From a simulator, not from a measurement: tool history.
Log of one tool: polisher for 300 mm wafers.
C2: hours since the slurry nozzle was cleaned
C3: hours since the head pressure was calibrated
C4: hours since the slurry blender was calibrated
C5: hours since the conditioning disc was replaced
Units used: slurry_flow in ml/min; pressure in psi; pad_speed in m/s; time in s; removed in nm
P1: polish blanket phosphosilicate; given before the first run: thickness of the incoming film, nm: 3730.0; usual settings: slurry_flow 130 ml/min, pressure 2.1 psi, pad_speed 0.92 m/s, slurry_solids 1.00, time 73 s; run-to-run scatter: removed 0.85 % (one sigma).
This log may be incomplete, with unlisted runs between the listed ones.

run 1 hour=8.1 | slurry_flow=130 pressure=2.1 pad_speed=0.92 slurry_solids=1.00 time=73 | wafers_polished_on_this_pad=309 C2=62.2 C3=404.5 C4=104.1 C5=335.2 | removed=432.82
run 2 hour=20.6 | slurry_flow=130 pressure=2.1 pad_speed=0.92 slurry_solids=1.00 time=73 | wafers_polished_on_this_pad=403 C2=74.7 C3=417.0 C4=116.6 C5=347.7 | removed=428.15
run 3 hour=32.9 | slurry_flow=130 pressure=2.1 pad_speed=0.92 slurry_solids=1.00 time=33 | wafers_polished_on_this_pad=495 C2=87.0 C3=429.3 C4=128.9 C5=360.0 | removed=195.39
run 4 hour=47.5 | slurry_flow=195 pressure=2.1 pad_speed=0.92 slurry_solids=1.00 time=73 | wafers_polished_on_this_pad=604 C2=101.6 C3=443.9 C4=143.5 C5=374.6 | removed=464.11
run 5 hour=59.2 | slurry_flow=130 pressure=2.1 pad_speed=0.92 slurry_solids=0.55 time=73 | wafers_polished_on_this_pad=692 C2=113.3 C3=455.6 C4=155.2 C5=386.3 | removed=316.93
run 6 hour=74.7 | slurry_flow=130 pressure=2.1 pad_speed=0.92 slurry_solids=1.00 time=73 | wafers_polished_on_this_pad=808 C2=128.8 C3=471.1 C4=170.7 C5=401.8 | removed=432.23
run 7 hour=83.6 | slurry_flow=80 pressure=2.1 pad_speed=0.92 slurry_solids=1.00 time=73 | wafers_polished_on_this_pad=875 C2=137.7 C3=480.0 C4=179.6 C5=410.7 | removed=382.89
run 8 hour=96.7 | slurry_flow=130 pressure=2.1 pad_speed=0.92 slurry_solids=1.45 time=73 | wafers_polished_on_this_pad=973 C2=150.8 C3=493.1 C4=192.7 C5=423.8 | removed=503.08
run 9 hour=106.3 | slurry_flow=130 pressure=2.1 pad_speed=1.16 slurry_solids=0.75 time=73 | wafers_polished_on_this_pad=1044 C2=160.4 C3=502.7 C4=202.3 C5=433.4 | removed=453.40
run 10 hour=116.0 | slurry_flow=130 pressure=2.1 pad_speed=1.36 slurry_solids=1.00 time=73 | wafers_polished_on_this_pad=1117 C2=170.1 C3=512.4 C4=212.0 C5=443.1 | removed=595.01
run 11 hour=124.9 | slurry_flow=130 pressure=2.1 pad_speed=0.92 slurry_solids=1.00 time=115 | wafers_polished_on_this_pad=1184 C2=179.0 C3=521.3 C4=220.9 C5=452.0 | removed=679.94
run 12 hour=138.0 | slurry_flow=130 pressure=1.4 pad_speed=1.28 slurry_solids=1.00 time=73 | wafers_polished_on_this_pad=1282 C2=192.1 C3=534.4 C4=234.0 C5=465.1 | removed=380.10
run 13 hour=145.7 | slurry_flow=130 pressure=1.4 pad_speed=0.92 slurry_solids=1.00 time=73 | wafers_polished_on_this_pad=1339 C2=199.8 C3=542.1 C4=241.7 C5=472.8 | removed=286.12
run 14 hour=154.8 | slurry_flow=130 pressure=2.1 pad_speed=0.42 slurry_solids=1.00 time=73 | wafers_polished_on_this_pad=1408 C2=208.9 C3=551.2 C4=250.8 C5=481.9 | removed=232.45
run 15 hour=169.1 | slurry_flow=130 pressure=2.1 pad_speed=0.92 slurry_solids=1.00 time=73 | wafers_polished_on_this_pad=1515 C2=223.2 C3=565.5 C4=265.1 C5=496.2 | removed=430.88
run 16 hour=177.1 | slurry_flow=130 pressure=2.1 pad_speed=0.92 slurry_solids=1.00 time=73 | wafers_polished_on_this_pad=1575 C2=231.2 C3=573.5 C4=273.1 C5=504.2 | removed=433.73
run 17 hour=188.1 | slurry_flow=130 pressure=2.7 pad_speed=0.92 slurry_solids=1.00 time=73 | wafers_polished_on_this_pad=1657 C2=242.2 C3=584.5 C4=284.1 C5=515.2 | removed=560.73
run 18 hour=200.4 | slurry_flow=130 pressure=2.1 pad_speed=0.92 slurry_solids=1.00 time=73 | wafers_polished_on_this_pad=1749 C2=254.5 C3=596.8 C4=296.4 C5=527.5 | removed=432.64
run 19 hour=212.2 | slurry_flow=130 pressure=2.1 pad_speed=0.92 slurry_solids=1.00 time=73 | wafers_polished_on_this_pad=1837 C2=266.3 C3=608.6 C4=308.2 C5=539.3 | removed=429.89
run 20 hour=220.3 | slurry_flow=130 pressure=2.1 pad_speed=0.92 slurry_solids=1.00 time=73 | wafers_polished_on_this_pad=1898 C2=274.4 C3=616.7 C4=316.3 C5=547.4 | removed=423.69
run 21 hour=231.6 | slurry_flow=130 pressure=2.1 pad_speed=0.92 slurry_solids=1.00 time=73 | wafers_polished_on_this_pad=1983 C2=285.7 C3=628.0 C4=327.6 C5=558.7 | removed=405.74
run 22 hour=241.7 | slurry_flow=130 pressure=2.1 pad_speed=0.92 slurry_solids=1.00 time=73 | wafers_polished_on_this_pad=2058 C2=295.8 C3=638.1 C4=337.7 C5=568.8 | removed=395.66
run 23 hour=256.5 | slurry_flow=130 pressure=2.1 pad_speed=0.92 slurry_solids=1.00 time=73 | wafers_polished_on_this_pad=2169 C2=310.6 C3=652.9 C4=352.5 C5=583.6 | removed=386.30
run 24 hour=267.9 | slurry_flow=130 pressure=2.1 pad_speed=0.92 slurry_solids=1.00 time=73 | wafers_polished_on_this_pad=2254 C2=322.0 C3=664.3 C4=363.9 C5=595.0 | removed=385.87
run 25 hour=281.0 | slurry_flow=130 pressure=2.1 pad_speed=0.92 slurry_solids=1.00 time=73 | wafers_polished_on_this_pad=2352 C2=335.1 C3=677.4 C4=377.0 C5=608.1 | removed=381.56
-- hour=284.8 slurry nozzle cleaned
-- hour=286.9 head pressure recalibrated
-- hour=288.7 conditioning disc replaced and pad reconditioned
run 26 hour=295.5 | slurry_flow=130 pressure=2.1 pad_speed=0.92 slurry_solids=1.00 time=73 | wafers_polished_on_this_pad=2461 C2=10.8 C3=8.6 C4=391.5 C5=6.9 | removed=381.99

The next listed run, before its measurement:
run 27 hour=307.5 | slurry_flow=130 pressure=2.1 pad_speed=0.92 slurry_solids=1.00 time=73 | wafers_polished_on_this_pad=2551 C2=22.8 C3=20.6 C4=403.5 C5=18.9 | removed=?

{"run 27": {"removed": 377.44}}

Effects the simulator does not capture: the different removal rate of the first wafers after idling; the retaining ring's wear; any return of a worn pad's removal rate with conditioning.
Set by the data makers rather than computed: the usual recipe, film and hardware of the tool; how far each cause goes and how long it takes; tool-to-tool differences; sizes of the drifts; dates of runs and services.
